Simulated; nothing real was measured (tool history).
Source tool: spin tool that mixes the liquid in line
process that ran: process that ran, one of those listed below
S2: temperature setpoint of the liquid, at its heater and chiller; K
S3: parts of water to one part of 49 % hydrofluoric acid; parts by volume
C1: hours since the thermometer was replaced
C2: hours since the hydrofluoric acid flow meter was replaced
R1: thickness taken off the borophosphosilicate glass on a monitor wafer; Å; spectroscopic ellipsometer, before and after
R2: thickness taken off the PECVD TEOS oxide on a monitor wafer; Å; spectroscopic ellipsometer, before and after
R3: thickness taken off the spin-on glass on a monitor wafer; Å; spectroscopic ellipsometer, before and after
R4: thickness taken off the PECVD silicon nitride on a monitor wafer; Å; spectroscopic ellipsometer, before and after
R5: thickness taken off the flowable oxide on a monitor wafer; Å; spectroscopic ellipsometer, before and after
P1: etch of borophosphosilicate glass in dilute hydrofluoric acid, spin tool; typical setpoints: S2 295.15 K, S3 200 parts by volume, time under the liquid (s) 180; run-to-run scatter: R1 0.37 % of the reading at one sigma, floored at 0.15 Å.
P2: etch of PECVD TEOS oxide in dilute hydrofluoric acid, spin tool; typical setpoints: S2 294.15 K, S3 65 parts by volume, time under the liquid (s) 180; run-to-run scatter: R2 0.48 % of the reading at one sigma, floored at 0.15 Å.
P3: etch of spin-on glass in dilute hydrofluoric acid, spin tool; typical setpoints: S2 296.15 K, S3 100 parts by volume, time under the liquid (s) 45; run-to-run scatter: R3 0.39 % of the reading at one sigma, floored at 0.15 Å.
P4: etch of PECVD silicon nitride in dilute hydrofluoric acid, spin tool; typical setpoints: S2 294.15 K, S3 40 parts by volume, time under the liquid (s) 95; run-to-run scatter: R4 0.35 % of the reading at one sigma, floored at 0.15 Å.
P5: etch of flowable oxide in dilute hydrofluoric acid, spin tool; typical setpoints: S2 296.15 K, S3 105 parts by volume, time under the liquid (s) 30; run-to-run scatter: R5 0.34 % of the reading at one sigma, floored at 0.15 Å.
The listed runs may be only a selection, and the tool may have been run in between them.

{"run": 1, "hour": 4.2, "process that ran": "P1", "S2": 295.15, "S3": 200, "time under the liquid (s)": 180, "C1": 1286.6, "C2": 136.2, "R1": 309.86}
{"run": 2, "hour": 8.8, "process that ran": "P2", "S2": 294.15, "S3": 65, "time under the liquid (s)": 180, "C1": 1291.2, "C2": 140.8, "R2": 305.53}
{"run": 3, "hour": 12.3, "process that ran": "P1", "S2": 295.15, "S3": 200, "time under the liquid (s)": 180, "C1": 1294.7, "C2": 144.3, "R1": 310.56}
{"run": 4, "hour": 18.1, "process that ran": "P1", "S2": 290.15, "S3": 200, "time under the liquid (s)": 180, "C1": 1300.5, "C2": 150.1, "R1": 256.67}
{"run": 5, "hour": 21.8, "process that ran": "P1", "S2": 295.15, "S3": 200, "time under the liquid (s)": 275, "C1": 1304.2, "C2": 153.8, "R1": 474.23}
{"run": 6, "hour": 25.3, "process that ran": "P3", "S2": 290.15, "S3": 100, "time under the liquid (s)": 45, "C1": 1307.7, "C2": 157.3, "R3": 135.97}
{"run": 7, "hour": 31.6, "process that ran": "P2", "S2": 294.15, "S3": 100, "time under the liquid (s)": 180, "C1": 1314.0, "C2": 163.6, "R2": 191.66}
{"run": 8, "hour": 35.3, "process that ran": "P1", "S2": 299.15, "S3": 200, "time under the liquid (s)": 180, "C1": 1317.7, "C2": 167.3, "R1": 361.28}
{"run": 9, "hour": 41.1, "process that ran": "P4", "S2": 294.15, "S3": 75, "time under the liquid (s)": 95, "C1": 1323.5, "C2": 173.1, "R4": 61.519}
{"run": 10, "hour": 46.3, "process that ran": "P4", "S2": 294.15, "S3": 40, "time under the liquid (s)": 95, "C1": 1328.7, "C2": 178.3, "R4": 113.24}
{"run": 11, "hour": 52.7, "process that ran": "P2", "S2": 294.15, "S3": 65, "time under the liquid (s)": 180, "C1": 1335.1, "C2": 184.7, "R2": 306.19}
{"run": 12, "hour": 57.0, "process that ran": "P1", "S2": 290.15, "S3": 265, "time under the liquid (s)": 180, "C1": 1339.4, "C2": 189.0, "R1": 183.14}
{"run": 13, "hour": 61.2, "process that ran": "P4", "S2": 294.15, "S3": 40, "time under the liquid (s)": 15, "C1": 1343.6, "C2": 193.2, "R4": 18.009}
{"run": 14, "hour": 66.7, "process that ran": "P3", "S2": 296.15, "S3": 150, "time under the liquid (s)": 45, "C1": 1349.1, "C2": 198.7, "R3": 108.89}
{"run": 15, "hour": 71.0, "process that ran": "P1", "S2": 295.15, "S3": 200, "time under the liquid (s)": 45, "C1": 1353.4, "C2": 203.0, "R1": 78.517}
{"run": 16, "hour": 77.5, "process that ran": "P3", "S2": 296.15, "S3": 100, "time under the liquid (s)": 75, "C1": 1359.9, "C2": 209.5, "R3": 289.13}
{"run": 17, "hour": 81.3, "process that ran": "P1", "S2": 295.15, "S3": 200, "time under the liquid (s)": 180, "C1": 1363.7, "C2": 213.3, "R1": 311.02}
{"run": 18, "hour": 87.0, "process that ran": "P1", "S2": 295.15, "S3": 200, "time under the liquid (s)": 180, "C1": 1369.4, "C2": 219.0, "R1": 312.95}
{"run": 19, "hour": 91.8, "process that ran": "P1", "S2": 295.15, "S3": 200, "time under the liquid (s)": 180, "C1": 1374.2, "C2": 223.8, "R1": 311.93}
{"run": 20, "hour": 98.9, "process that ran": "P4", "S2": 290.15, "S3": 40, "time under the liquid (s)": 95, "C1": 1381.3, "C2": 230.9, "R4": 85.904}
{"run": 21, "hour": 104.7, "process that ran": "P1", "S2": 295.15, "S3": 330, "time under the liquid (s)": 180, "C1": 1387.1, "C2": 236.7, "R1": 167.32}
{"run": 22, "hour": 108.3, "process that ran": "P5", "S2": 303.65, "S3": 105, "time under the liquid (s)": 30, "C1": 1390.7, "C2": 240.3, "R5": 119.37}
{"run": 23, "hour": 113.5, "process that ran": "P5", "S2": 296.15, "S3": 105, "time under the liquid (s)": 30, "C1": 1395.9, "C2": 245.5, "R5": 89.687}
{"run": 24, "hour": 119.3, "process that ran": "P1", "S2": 295.15, "S3": 200, "time under the liquid (s)": 180, "C1": 1401.7, "C2": 251.3, "R1": 309.67}
{"run": 25, "hour": 122.7, "process that ran": "P1", "S2": 295.15, "S3": 105, "time under the liquid (s)": 180, "C1": 1405.1, "C2": 254.7, "R1": 658.02}
{"run": 26, "hour": 128.2, "process that ran": "P2", "S2": 294.15, "S3": 65, "time under the liquid (s)": 15, "C1": 1410.6, "C2": 260.2, "R2": 25.383}
{"run": 27, "hour": 132.1, "process that ran": "P3", "S2": 296.15, "S3": 100, "time under the liquid (s)": 45, "C1": 1414.5, "C2": 264.1, "R3": 173.55}
{"run": 28, "hour": 135.7, "process that ran": "P5", "S2": 296.15, "S3": 165, "time under the liquid (s)": 30, "C1": 1418.1, "C2": 267.7, "R5": 52.993}
{"hour": 140.5, "done": "hydrofluoric acid flow meter replaced"}
{"run": 29, "hour": 142.6, "process that ran": "P5", "S2": 296.15, "S3": 105, "time under the liquid (s)": 60, "C1": 1425.0, "C2": 2.1, "R5": 178.79}
{"run": 30, "hour": 149.0, "process that ran": "P5", "S2": 296.15, "S3": 105, "time under the liquid (s)": 30, "C1": 1431.4, "C2": 8.5, "R5": 88.9}
{"run": 31, "hour": 154.2, "process that ran": "P2", "S2": 302.65, "S3": 65, "time under the liquid (s)": 180, "C1": 1436.6, "C2": 13.7, "R2": 431.3}
{"run": 32, "hour": 160.9, "process that ran": "P1", "S2": 295.15, "S3": 200, "time under the liquid (s)": 180, "C1": 1443.3, "C2": 20.4, "R1": 310.99}
{"run": 33, "hour": 164.8, "process that ran": "P1", "S2": 295.15, "S3": 200, "time under the liquid (s)": 180, "C1": 1447.2, "C2": 24.3, "R1": 319.73}
{"run": 34, "hour": 168.6, "process that ran": "P1", "S2": 295.15, "S3": 200, "time under the liquid (s)": 180, "C1": 1451.0, "C2": 28.1, "R1": 321.64}
{"run": 35, "hour": 172.2, "process that ran": "P1", "S2": 295.15, "S3": 200, "time under the liquid (s)": 180, "C1": 1454.6, "C2": 31.7, "R1": 322.49}
{"run": 36, "hour": 178.1, "process that ran": "P1", "S2": 295.15, "S3": 200, "time under the liquid (s)": 180, "C1": 1460.5, "C2": 37.6, "R1": 329.08}
{"run": 37, "hour": 184.4, "process that ran": "P1", "S2": 295.15, "S3": 200, "time under the liquid (s)": 180, "C1": 1466.8, "C2": 43.9, "R1": 330.65}
{"run": 38, "hour": 191.5, "process that ran": "P1", "S2": 295.15, "S3": 200, "time under the liquid (s)": 180, "C1": 1473.9, "C2": 51.0, "R1": 331.11}
{"run": 39, "hour": 196.9, "process that ran": "P1", "S2": 295.15, "S3": 200, "time under the liquid (s)": 180, "C1": 1479.3, "C2": 56.4, "R1": 329.35}
{"run": 40, "hour": 200.9, "process that ran": "P1", "S2": 295.15, "S3": 200, "time under the liquid (s)": 180, "C1": 1483.3, "C2": 60.4, "R1": 330.06}

The log shows P1 creeping away from where it was. Any of the 2 causes listed here, at the size stated for it, fits the log just as well as the others:
A: hydrofluoric acid flow above the setpoint (%) = 5.13
B: liquid hotter than its thermometer reads (K) = 1.61
The drift started at roughly hour 160.9.

Consider the 4 single-wafer check runs listed below, results given as question marks: which one distinguishes between the causes by giving clearly different results for each?
{"run": "check 1", "hour": 204.9, "process that ran": "P5", "S2": 302.15, "S3": 105, "time under the liquid (s)": 60, "R5": "?"}
{"run": "check 2", "hour": 204.9, "process that ran": "P2", "S2": 294.15, "S3": 85, "time under the liquid (s)": 30, "R2": "?"}
{"run": "check 3", "hour": 204.9, "process that ran": "P4", "S2": 290.15, "S3": 40, "time under the liquid (s)": 55, "R4": "?"}
{"run": "check 4", "hour": 204.9, "process that ran": "P3", "S2": 290.15, "S3": 135, "time under the liquid (s)": 45, "R3": "?"}

Predicted outcomes, by check and by cause:
check=check_1 result=R5 if_A=238.190 if_B=238.950
check=check_2 result=R2 if_A=40.306 if_B=40.744
check=check_3 result=R4 if_A=52.241 if_B=55.803
check=check_4 result=R3 if_A=102.63 if_B=103.60
Gap, in per cent, between the two causes that each check separates least, read from the result that separates them most: check 1 0.32 %; check 2 1.08 %; check 3 6.59 %; check 4 0.95 %
Only in check 3 would the causes give clearly different results; in the remaining checks their results would be nearly the same.

Check 3 has now been run. It gave: R4 55.990 Å. Which of the candidate causes is it?

B is the cause: liquid hotter than its thermometer reads (K).
